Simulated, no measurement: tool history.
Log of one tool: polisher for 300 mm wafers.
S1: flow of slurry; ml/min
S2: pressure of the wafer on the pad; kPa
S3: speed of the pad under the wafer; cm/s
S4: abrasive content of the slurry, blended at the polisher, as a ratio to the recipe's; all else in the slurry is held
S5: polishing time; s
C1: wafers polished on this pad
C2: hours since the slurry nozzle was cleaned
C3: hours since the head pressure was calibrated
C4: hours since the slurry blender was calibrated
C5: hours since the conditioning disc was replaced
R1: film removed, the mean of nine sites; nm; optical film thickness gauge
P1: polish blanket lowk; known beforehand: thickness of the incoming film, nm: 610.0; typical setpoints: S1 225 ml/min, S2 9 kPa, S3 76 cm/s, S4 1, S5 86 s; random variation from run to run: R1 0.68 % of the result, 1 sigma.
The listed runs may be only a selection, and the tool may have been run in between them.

run 1 hour=2.7 | S1=225 S2=9 S3=76 S4=1 S5=86 | C1=220 C2=491.6 C3=72.3 C4=222.6 C5=252.7 | R1=16.605
run 2 hour=5.3 | S1=225 S2=9 S3=76 S4=1 S5=40 | C1=246 C2=494.2 C3=74.9 C4=225.2 C5=255.3 | R1=7.6922
run 3 hour=9.5 | S1=225 S2=9 S3=110 S4=1 S5=64 | C1=286 C2=498.4 C3=79.1 C4=229.4 C5=259.5 | R1=16.398
run 4 hour=13.3 | S1=225 S2=13.8 S3=76 S4=1 S5=86 | C1=323 C2=502.2 C3=82.9 C4=233.2 C5=263.3 | R1=25.707
run 5 hour=15.4 | S1=300 S2=9 S3=76 S4=1 S5=86 | C1=344 C2=504.3 C3=85 C4=235.3 C5=265.4 | R1=16.892
run 6 hour=17.5 | S1=225 S2=9 S3=76 S4=1 S5=114 | C1=364 C2=506.4 C3=87.1 C4=237.4 C5=267.5 | R1=21.71
run 7 hour=20.3 | S1=225 S2=4.8 S3=76 S4=0.7 S5=86 | C1=391 C2=509.2 C3=89.9 C4=240.2 C5=270.3 | R1=7.3903
run 8 hour=23.3 | S1=225 S2=9 S3=34 S4=1 S5=86 | C1=421 C2=512.2 C3=92.9 C4=243.2 C5=273.3 | R1=8.7258
run 9 hour=26.8 | S1=290 S2=9 S3=76 S4=1.3 S5=86 | C1=455 C2=515.7 C3=96.4 C4=246.7 C5=276.8 | R1=18.752
run 10 hour=30.4 | S1=225 S2=9 S3=76 S4=1 S5=86 | C1=490 C2=519.3 C3=100 C4=250.3 C5=280.4 | R1=16.258
run 11 hour=32.6 | S1=225 S2=4.1 S3=76 S4=1 S5=86 | C1=511 C2=521.5 C3=102.2 C4=252.5 C5=282.6 | R1=7.6269
run 12 hour=35.7 | S1=225 S2=9 S3=76 S4=1 S5=86 | C1=541 C2=524.6 C3=105.3 C4=255.6 C5=285.7 | R1=16.311
run 13 hour=38.4 | S1=225 S2=9 S3=76 S4=0.55 S5=86 | C1=567 C2=527.3 C3=108 C4=258.3 C5=288.4 | R1=11.957
run 14 hour=41.6 | S1=225 S2=9 S3=76 S4=1 S5=86 | C1=598 C2=530.5 C3=111.2 C4=261.5 C5=291.6 | R1=16.416
-- hour=42.4 slurry nozzle cleaned
run 15 hour=45.3 | S1=225 S2=9 S3=116 S4=1 S5=86 | C1=634 C2=2.9 C3=114.9 C4=265.2 C5=295.3 | R1=23.163
run 16 hour=47.7 | S1=135 S2=9 S3=76 S4=1 S5=86 | C1=658 C2=5.3 C3=117.3 C4=267.6 C5=297.7 | R1=15.19
run 17 hour=51.4 | S1=225 S2=9 S3=76 S4=1 S5=86 | C1=694 C2=9 C3=121 C4=271.3 C5=301.4 | R1=16.385
-- hour=52.7 worn pad replaced by a new one
run 18 hour=55.5 | S1=225 S2=9 S3=76 S4=1 S5=86 | C1=27 C2=13.1 C3=125.1 C4=275.4 C5=305.5 | R1=16.481
run 19 hour=58.2 | S1=225 S2=9 S3=76 S4=1.35 S5=86 | C1=54 C2=15.8 C3=127.8 C4=278.1 C5=308.2 | R1=18.869

Run 20, settings as shown, results not yet in. Your forecast:
run 20 hour=60.8 | S1=225 S2=9 S3=76 S4=1 S5=86 | C1=79 C2=18.4 C3=130.4 C4=280.7 C5=310.8 | R1=?

{"run 20": {"R1": 16.422}}

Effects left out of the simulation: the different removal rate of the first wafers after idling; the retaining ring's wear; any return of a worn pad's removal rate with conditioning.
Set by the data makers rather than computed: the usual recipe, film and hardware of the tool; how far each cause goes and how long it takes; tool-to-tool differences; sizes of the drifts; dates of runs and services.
